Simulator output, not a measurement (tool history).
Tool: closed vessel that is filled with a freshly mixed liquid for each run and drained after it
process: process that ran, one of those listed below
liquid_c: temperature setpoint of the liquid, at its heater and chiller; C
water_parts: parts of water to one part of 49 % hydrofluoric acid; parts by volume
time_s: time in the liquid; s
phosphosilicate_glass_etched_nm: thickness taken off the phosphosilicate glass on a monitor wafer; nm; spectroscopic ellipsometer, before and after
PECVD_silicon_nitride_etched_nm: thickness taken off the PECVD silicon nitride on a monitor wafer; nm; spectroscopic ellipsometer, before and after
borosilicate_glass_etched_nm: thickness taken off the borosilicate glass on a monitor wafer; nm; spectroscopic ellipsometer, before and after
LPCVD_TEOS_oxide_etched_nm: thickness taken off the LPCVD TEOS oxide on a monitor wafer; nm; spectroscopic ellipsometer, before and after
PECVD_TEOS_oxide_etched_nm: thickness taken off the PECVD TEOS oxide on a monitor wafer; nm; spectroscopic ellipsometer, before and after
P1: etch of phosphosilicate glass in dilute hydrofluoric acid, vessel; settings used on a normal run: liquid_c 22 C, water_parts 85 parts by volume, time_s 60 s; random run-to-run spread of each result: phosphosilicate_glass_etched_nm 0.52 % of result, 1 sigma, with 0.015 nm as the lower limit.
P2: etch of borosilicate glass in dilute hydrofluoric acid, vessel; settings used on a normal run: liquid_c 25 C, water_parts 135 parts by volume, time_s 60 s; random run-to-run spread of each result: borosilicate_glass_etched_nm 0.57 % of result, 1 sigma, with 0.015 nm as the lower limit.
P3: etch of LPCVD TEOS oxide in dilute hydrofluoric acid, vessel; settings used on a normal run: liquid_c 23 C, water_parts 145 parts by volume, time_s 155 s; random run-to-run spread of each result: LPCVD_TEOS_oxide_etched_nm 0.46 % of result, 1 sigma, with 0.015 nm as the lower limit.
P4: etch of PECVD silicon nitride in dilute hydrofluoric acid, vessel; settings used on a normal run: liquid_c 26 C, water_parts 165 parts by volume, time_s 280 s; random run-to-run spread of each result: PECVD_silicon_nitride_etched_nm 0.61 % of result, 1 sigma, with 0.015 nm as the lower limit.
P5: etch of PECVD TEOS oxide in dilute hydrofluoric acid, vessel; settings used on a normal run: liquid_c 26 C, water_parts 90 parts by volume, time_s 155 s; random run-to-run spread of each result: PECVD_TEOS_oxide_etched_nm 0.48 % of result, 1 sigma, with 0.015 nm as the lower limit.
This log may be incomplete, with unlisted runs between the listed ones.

run,hour,process,liquid_c,water_parts,time_s,hours since the thermometer was replaced,hours since the hydrofluoric acid flow meter was replaced,phosphosilicate_glass_etched_nm,PECVD_silicon_nitride_etched_nm,borosilicate_glass_etched_nm,LPCVD_TEOS_oxide_etched_nm,PECVD_TEOS_oxide_etched_nm
1,3.6,P1,22,85,60,370.9,551.9,53.998,,,,
2,6.8,P4,26,90,280,374.1,555.1,,9.7104,,,
3,11.5,P2,21,135,60,378.8,559.8,,,12.616,,
4,15.2,P2,25,135,60,382.5,563.5,,,14.739,,
5,18.1,P3,23,145,155,385.4,566.4,,,,20.094,
6,20.8,P4,31,165,280,388.1,569.1,,7.172,,,
7,24.8,P1,22,85,30,392.1,573.1,27.042,,,,
8,28.8,P1,28,85,95,396.1,577.1,108.2,,,,
9,31.3,P1,30,85,30,398.6,579.6,37.173,,,,
10,35.2,P1,22,85,60,402.5,583.5,54.057,,,,
11,37.7,P1,18,85,60,405,586,45.988,,,,
12,41.1,P3,23,90,155,408.4,589.4,,,,34.372,
13,44.3,P5,26,90,155,411.6,592.6,,,,,26.403
14,48.8,P2,25,135,30,416.1,597.1,,,7.3121,,
15,51.5,P3,23,145,155,418.8,599.8,,,,19.969,
16,55.3,P4,26,165,280,422.6,603.6,,5.3204,,,
17,58.1,P1,22,85,60,425.4,606.4,54.346,,,,
18,62.3,P1,22,85,60,429.6,610.6,54.32,,,,
19,65.7,P1,22,55,60,433,614,87.348,,,,
20,68.2,P1,22,135,60,435.5,616.5,32.012,,,,
21,72.1,P5,26,90,155,439.4,620.4,,,,,26.418
22,75.2,P1,22,85,60,442.5,623.5,53.994,,,,
23,78.5,P5,26,90,310,445.8,626.8,,,,,52.638
24,83.2,P2,25,60,60,450.5,631.5,,,36.29,,
25,85.5,P5,26,135,155,452.8,633.8,,,,,16.643
26,90.1,P4,26,165,455,457.4,638.4,,8.5494,,,
27,94.6,P1,22,85,100,461.9,642.9,90.418,,,,
28,98.1,P4,26,165,280,465.4,646.4,,5.3334,,,
29,102.8,P3,19,145,155,470.1,651.1,,,,17.322,
30,105.4,P1,28.5,85,60,472.7,653.7,70.312,,,,
31,108.2,P5,17.5,90,155,475.5,656.5,,,,,18.764
32,112.3,P1,22,85,60,479.6,660.6,54.2,,,,
33,116.8,P3,23,145,30,484.1,665.1,,,,3.865,
34,118.9,P1,22,85,60,486.2,667.2,53.787,,,,
35,123.6,P1,22,85,60,490.9,671.9,55.868,,,,
36,128.2,P1,22,85,60,495.5,676.5,56.953,,,,
37,131.4,P1,22,85,60,498.7,679.7,56.815,,,,
38,134.1,P1,22,85,60,501.4,682.4,57.499,,,,
39,137.6,P1,22,85,60,504.9,685.9,57.877,,,,
40,141,P1,22,85,60,508.3,689.3,57.968,,,,
41,144.6,P1,22,85,60,511.9,692.9,57.911,,,,
42,148.3,P1,22,85,60,515.6,696.6,58.161,,,,
43,152.7,P1,22,85,60,520,701,58.4,,,,
44,155.7,P1,22,85,60,523,704,58.719,,,,
45,160.5,P1,22,85,60,527.8,708.8,58.906,,,,

The output of P1 has drifted from where it used to be. Each of the 2 causes below, taken at the size shown beside it, accounts for the log equally well:
A: liquid hotter than its thermometer reads (K) = 1.76
B: hydrofluoric acid flow above the setpoint (%) = 6.68
Onset of the creep was near hour 118.9.

Each of the check runs listed below is run on 2 wafers and reports their average, with the results left as question marks. Pick the one under which the possible causes would lead to clearly different results.
check 1,165.3,P5,26,90,155,,,,,,,?
check 2,165.3,P2,25,135,60,,,,,?,,
check 3,165.3,P4,26,165,280,,,,?,,,
check 4,165.3,P3,23,145,155,,,,,,?,

Outcome of each check run for each possible cause:
check,result,if A,if B
check 1,PECVD_TEOS_oxide_etched_nm,28.32,28.424
check 2,borosilicate_glass_etched_nm,15.732,15.86
check 3,PECVD_silicon_nitride_etched_nm,5.9049,5.6425
check 4,LPCVD_TEOS_oxide_etched_nm,21.46,21.619
How far apart the two closest causes lie, in the result that separates them most: check 1 0.37 %; check 2 0.8 %; check 3 4.55 %; check 4 0.73 %
Only in check 3 would the causes give clearly different results; in the remaining checks their results would be nearly the same.

The results of check 3 are: PECVD_silicon_nitride_etched_nm 5.9295 nm. Based on these, which of the listed causes is it?

A is the cause: liquid hotter than its thermometer reads (K).

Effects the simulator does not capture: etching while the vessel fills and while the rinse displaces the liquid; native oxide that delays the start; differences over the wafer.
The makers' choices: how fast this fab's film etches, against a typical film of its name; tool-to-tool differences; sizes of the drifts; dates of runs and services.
